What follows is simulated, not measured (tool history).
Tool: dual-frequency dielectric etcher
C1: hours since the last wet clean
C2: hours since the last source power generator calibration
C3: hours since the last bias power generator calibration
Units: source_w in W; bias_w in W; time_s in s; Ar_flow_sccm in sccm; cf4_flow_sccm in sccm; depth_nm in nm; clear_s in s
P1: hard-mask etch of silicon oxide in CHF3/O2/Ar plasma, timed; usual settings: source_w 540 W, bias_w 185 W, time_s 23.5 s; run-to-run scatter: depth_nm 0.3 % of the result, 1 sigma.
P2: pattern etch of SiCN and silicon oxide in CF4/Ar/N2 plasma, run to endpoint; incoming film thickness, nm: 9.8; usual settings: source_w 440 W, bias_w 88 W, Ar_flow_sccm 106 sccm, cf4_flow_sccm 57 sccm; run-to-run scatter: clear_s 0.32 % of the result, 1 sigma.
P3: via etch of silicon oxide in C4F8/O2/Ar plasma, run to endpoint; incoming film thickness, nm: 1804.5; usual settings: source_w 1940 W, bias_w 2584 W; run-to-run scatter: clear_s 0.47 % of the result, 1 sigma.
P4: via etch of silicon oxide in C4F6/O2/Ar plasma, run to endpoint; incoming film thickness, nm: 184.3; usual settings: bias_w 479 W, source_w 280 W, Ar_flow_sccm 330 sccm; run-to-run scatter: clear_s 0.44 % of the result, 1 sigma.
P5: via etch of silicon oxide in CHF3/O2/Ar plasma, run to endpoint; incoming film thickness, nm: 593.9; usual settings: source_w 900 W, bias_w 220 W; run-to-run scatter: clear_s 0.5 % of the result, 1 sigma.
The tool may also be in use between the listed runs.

{"run": 1, "hour": 8.7, "process": "P1", "source_w": 540, "bias_w": 185, "time_s": 23.5, "C1": 324.4, "C2": 892.9, "C3": 1142, "depth_nm": 45.617}
{"run": 2, "hour": 17.5, "process": "P3", "source_w": 2730, "bias_w": 2584, "C1": 333.2, "C2": 901.7, "C3": 1150.8, "clear_s": 282.97}
{"run": 3, "hour": 23.1, "process": "P1", "source_w": 680, "bias_w": 185, "time_s": 23.5, "C1": 338.8, "C2": 907.3, "C3": 1156.4, "depth_nm": 49.588}
{"run": 4, "hour": 27.6, "process": "P1", "source_w": 540, "bias_w": 225, "time_s": 23.5, "C1": 343.3, "C2": 911.8, "C3": 1160.9, "depth_nm": 48.656}
{"run": 5, "hour": 36.6, "process": "P1", "source_w": 540, "bias_w": 185, "time_s": 35, "C1": 352.3, "C2": 920.8, "C3": 1169.9, "depth_nm": 67.493}
{"run": 6, "hour": 42.7, "process": "P1", "source_w": 540, "bias_w": 185, "time_s": 23.5, "C1": 358.4, "C2": 926.9, "C3": 1176, "depth_nm": 45.385}
{"run": 7, "hour": 48.8, "process": "P2", "source_w": 440, "bias_w": 88, "Ar_flow_sccm": 106, "cf4_flow_sccm": 57, "C1": 364.5, "C2": 933, "C3": 1182.1, "clear_s": 11.272}
{"run": 8, "hour": 56.4, "process": "P4", "source_w": 280, "bias_w": 479, "Ar_flow_sccm": 330, "C1": 372.1, "C2": 940.6, "C3": 1189.7, "clear_s": 45.303}
{"run": 9, "hour": 63.0, "process": "P1", "source_w": 540, "bias_w": 185, "time_s": 23.5, "C1": 378.7, "C2": 947.2, "C3": 1196.3, "depth_nm": 45.533}
{"run": 10, "hour": 72.8, "process": "P1", "source_w": 540, "bias_w": 227, "time_s": 19, "C1": 388.5, "C2": 957, "C3": 1206.1, "depth_nm": 39.658}
{"run": 11, "hour": 78.6, "process": "P2", "source_w": 440, "bias_w": 88, "Ar_flow_sccm": 106, "cf4_flow_sccm": 69, "C1": 394.3, "C2": 962.8, "C3": 1211.9, "clear_s": 11.01}
{"run": 12, "hour": 84.1, "process": "P3", "source_w": 1940, "bias_w": 3377, "C1": 399.8, "C2": 968.3, "C3": 1217.4, "clear_s": 299.9}
{"run": 13, "hour": 91.5, "process": "P4", "source_w": 280, "bias_w": 283, "Ar_flow_sccm": 330, "C1": 407.2, "C2": 975.7, "C3": 1224.8, "clear_s": 55.054}
{"run": 14, "hour": 96.1, "process": "P2", "source_w": 440, "bias_w": 55, "Ar_flow_sccm": 106, "cf4_flow_sccm": 57, "C1": 411.8, "C2": 980.3, "C3": 1229.4, "clear_s": 13.212}
{"run": 15, "hour": 105.5, "process": "P4", "source_w": 280, "bias_w": 479, "Ar_flow_sccm": 460, "C1": 421.2, "C2": 989.7, "C3": 1238.8, "clear_s": 46.579}
{"run": 16, "hour": 115.5, "process": "P1", "source_w": 540, "bias_w": 145, "time_s": 23.5, "C1": 431.2, "C2": 999.7, "C3": 1248.8, "depth_nm": 41.828}
{"run": 17, "hour": 123.7, "process": "P1", "source_w": 540, "bias_w": 185, "time_s": 23.5, "C1": 439.4, "C2": 1007.9, "C3": 1257, "depth_nm": 45.592}
{"run": 18, "hour": 128.9, "process": "P1", "source_w": 360, "bias_w": 185, "time_s": 23.5, "C1": 444.6, "C2": 1013.1, "C3": 1262.2, "depth_nm": 39.031}
{"run": 19, "hour": 138.9, "process": "P5", "source_w": 900, "bias_w": 220, "C1": 454.6, "C2": 1023.1, "C3": 1272.2, "clear_s": 238.7}
{"run": 20, "hour": 146.2, "process": "P1", "source_w": 540, "bias_w": 185, "time_s": 17.5, "C1": 461.9, "C2": 1030.4, "C3": 1279.5, "depth_nm": 33.855}
{"hour": 150.2, "done": "wet clean of the chamber"}
{"run": 21, "hour": 152.2, "process": "P1", "source_w": 540, "bias_w": 118, "time_s": 33.5, "C1": 2, "C2": 1036.4, "C3": 1285.5, "depth_nm": 55.859}
{"run": 22, "hour": 159.8, "process": "P5", "source_w": 1220, "bias_w": 220, "C1": 9.6, "C2": 1044, "C3": 1293.1, "clear_s": 214.43}
{"run": 23, "hour": 166.2, "process": "P4", "source_w": 370, "bias_w": 479, "Ar_flow_sccm": 330, "C1": 16, "C2": 1050.4, "C3": 1299.5, "clear_s": 41.336}
{"run": 24, "hour": 171.0, "process": "P5", "source_w": 900, "bias_w": 307, "C1": 20.8, "C2": 1055.2, "C3": 1304.3, "clear_s": 216.76}
{"run": 25, "hour": 180.8, "process": "P2", "source_w": 590, "bias_w": 88, "Ar_flow_sccm": 106, "cf4_flow_sccm": 57, "C1": 30.6, "C2": 1065, "C3": 1314.1, "clear_s": 8.76}
{"run": 26, "hour": 186.1, "process": "P3", "source_w": 1940, "bias_w": 2584, "C1": 35.9, "C2": 1070.3, "C3": 1319.4, "clear_s": 325.74}
{"run": 27, "hour": 195.7, "process": "P2", "source_w": 440, "bias_w": 88, "Ar_flow_sccm": 75, "cf4_flow_sccm": 57, "C1": 45.5, "C2": 1079.9, "C3": 1329, "clear_s": 10.739}
{"run": 28, "hour": 202.6, "process": "P3", "source_w": 1940, "bias_w": 2584, "C1": 52.4, "C2": 1086.8, "C3": 1335.9, "clear_s": 325.6}
{"run": 29, "hour": 211.9, "process": "P1", "source_w": 540, "bias_w": 185, "time_s": 23.5, "C1": 61.7, "C2": 1096.1, "C3": 1345.2, "depth_nm": 45.443}
{"run": 30, "hour": 217.5, "process": "P1", "source_w": 540, "bias_w": 185, "time_s": 23.5, "C1": 67.3, "C2": 1101.7, "C3": 1350.8, "depth_nm": 45.657}
{"run": 31, "hour": 226.4, "process": "P1", "source_w": 540, "bias_w": 185, "time_s": 23.5, "C1": 76.2, "C2": 1110.6, "C3": 1359.7, "depth_nm": 45.802}
{"run": 32, "hour": 233.9, "process": "P1", "source_w": 540, "bias_w": 185, "time_s": 23.5, "C1": 83.7, "C2": 1118.1, "C3": 1367.2, "depth_nm": 45.901}
{"hour": 239.1, "done": "wet clean of the chamber"}
{"run": 33, "hour": 241.4, "process": "P1", "source_w": 540, "bias_w": 185, "time_s": 23.5, "C1": 2.4, "C2": 1125.6, "C3": 1374.7, "depth_nm": 45.823}
{"run": 34, "hour": 251.0, "process": "P1", "source_w": 540, "bias_w": 185, "time_s": 23.5, "C1": 12, "C2": 1135.2, "C3": 1384.3, "depth_nm": 46.373}
{"run": 35, "hour": 256.1, "process": "P1", "source_w": 540, "bias_w": 185, "time_s": 23.5, "C1": 17.1, "C2": 1140.3, "C3": 1389.4, "depth_nm": 45.997}
{"run": 36, "hour": 261.6, "process": "P1", "source_w": 540, "bias_w": 185, "time_s": 23.5, "C1": 22.6, "C2": 1145.8, "C3": 1394.9, "depth_nm": 46.045}
{"run": 37, "hour": 271.5, "process": "P1", "source_w": 540, "bias_w": 185, "time_s": 23.5, "C1": 32.5, "C2": 1155.7, "C3": 1404.8, "depth_nm": 46.092}
{"run": 38, "hour": 278.0, "process": "P1", "source_w": 540, "bias_w": 185, "time_s": 23.5, "C1": 39, "C2": 1162.2, "C3": 1411.3, "depth_nm": 46.063}

What P1 gives has crept away from where it was. These 2 causes fit the log equally well, each at the size given:
A: bias power that arrives over what is set, % = 4.51
B: source power that arrives over what is set, % = 4.04
The creep began at about hour 211.9.
Why every other cause is out:
chamber walls in a state that raises the etch rate, %: serviced at hour 239.1, which brought nothing back

4 check runs are offered, each on 2 wafers whose results are averaged, their results left as question marks. Which one tells the causes apart?
{"run": "check 1", "hour": 284.5, "process": "P4", "source_w": 280, "bias_w": 319, "Ar_flow_sccm": 330, "clear_s": "?"}
{"run": "check 2", "hour": 284.5, "process": "P3", "source_w": 2330, "bias_w": 2584, "clear_s": "?"}
{"run": "check 3", "hour": 284.5, "process": "P2", "source_w": 510, "bias_w": 55, "Ar_flow_sccm": 106, "cf4_flow_sccm": 57, "clear_s": "?"}
{"run": "check 4", "hour": 284.5, "process": "P5", "source_w": 1180, "bias_w": 303, "clear_s": "?"}

What each check would give under each cause:
check=check_1 result=clear_s if_A=51.731 if_B=51.779
check=check_2 result=clear_s if_A=299.3 if_B=298.58
check=check_3 result=clear_s if_A=11.497 if_B=11.263
check=check_4 result=clear_s if_A=190.89 if_B=191.04
How far apart the two closest causes lie, in the result that separates them most: check 1 0.09 %; check 2 0.24 %; check 3 2.05 %; check 4 0.08 %
Only check 3 tells the causes apart: in the others they would give nearly the same result.

Then check 3 was run and gave: clear_s 11.481 s. Which cause is it?

It is A: bias power that arrives over what is set, %.
